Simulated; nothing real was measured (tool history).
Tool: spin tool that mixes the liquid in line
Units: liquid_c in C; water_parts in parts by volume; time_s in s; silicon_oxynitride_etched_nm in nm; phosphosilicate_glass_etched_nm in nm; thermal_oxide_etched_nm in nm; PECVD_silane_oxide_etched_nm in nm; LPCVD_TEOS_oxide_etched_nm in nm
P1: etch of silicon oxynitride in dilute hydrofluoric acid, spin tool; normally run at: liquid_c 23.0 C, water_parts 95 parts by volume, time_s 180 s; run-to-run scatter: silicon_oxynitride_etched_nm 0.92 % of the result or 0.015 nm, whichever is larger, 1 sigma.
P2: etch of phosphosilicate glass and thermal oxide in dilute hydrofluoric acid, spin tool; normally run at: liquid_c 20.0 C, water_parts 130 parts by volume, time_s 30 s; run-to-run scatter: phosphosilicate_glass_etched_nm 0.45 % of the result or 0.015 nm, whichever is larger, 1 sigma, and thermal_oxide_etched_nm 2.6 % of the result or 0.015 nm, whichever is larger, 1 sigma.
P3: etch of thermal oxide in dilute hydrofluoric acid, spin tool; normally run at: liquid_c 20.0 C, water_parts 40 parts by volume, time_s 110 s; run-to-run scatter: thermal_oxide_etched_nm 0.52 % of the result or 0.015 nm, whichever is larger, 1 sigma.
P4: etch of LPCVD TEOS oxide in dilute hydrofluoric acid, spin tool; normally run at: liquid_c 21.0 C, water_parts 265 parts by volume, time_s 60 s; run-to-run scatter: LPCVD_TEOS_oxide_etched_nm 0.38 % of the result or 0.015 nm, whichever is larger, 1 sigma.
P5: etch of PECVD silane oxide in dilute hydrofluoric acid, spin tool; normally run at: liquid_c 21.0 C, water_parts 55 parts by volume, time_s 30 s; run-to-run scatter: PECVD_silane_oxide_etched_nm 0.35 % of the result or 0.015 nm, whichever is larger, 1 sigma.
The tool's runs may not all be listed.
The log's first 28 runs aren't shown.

run	hour	process	liquid_c	water_parts	time_s	silicon_oxynitride_etched_nm	phosphosilicate_glass_etched_nm	thermal_oxide_etched_nm	PECVD_silane_oxide_etched_nm	LPCVD_TEOS_oxide_etched_nm
29	98.0	P1	23.0	95	180	2.81250				
30	100.6	P1	23.0	95	180	2.76880				
31	104.9	P4	21.0	265	60					7.6256
32	109.1	P2	28.0	130	30		23.938	1.25300		
33	111.9	P4	21.0	50	60					50.9670
34	116.1	P1	23.0	95	180	2.76810				
35	118.3	P1	23.0	95	180	2.85280				
36	122.5	P1	23.0	95	180	2.92620				
37	126.3	P1	23.0	95	180	2.99650				
38	128.5	P1	23.0	95	180	3.04550				

Run 39 comes next. What will it give?
39	132.8	P1	23.0	95	180	?				

{"run 39": {"silicon_oxynitride_etched_nm": 3.1102}}
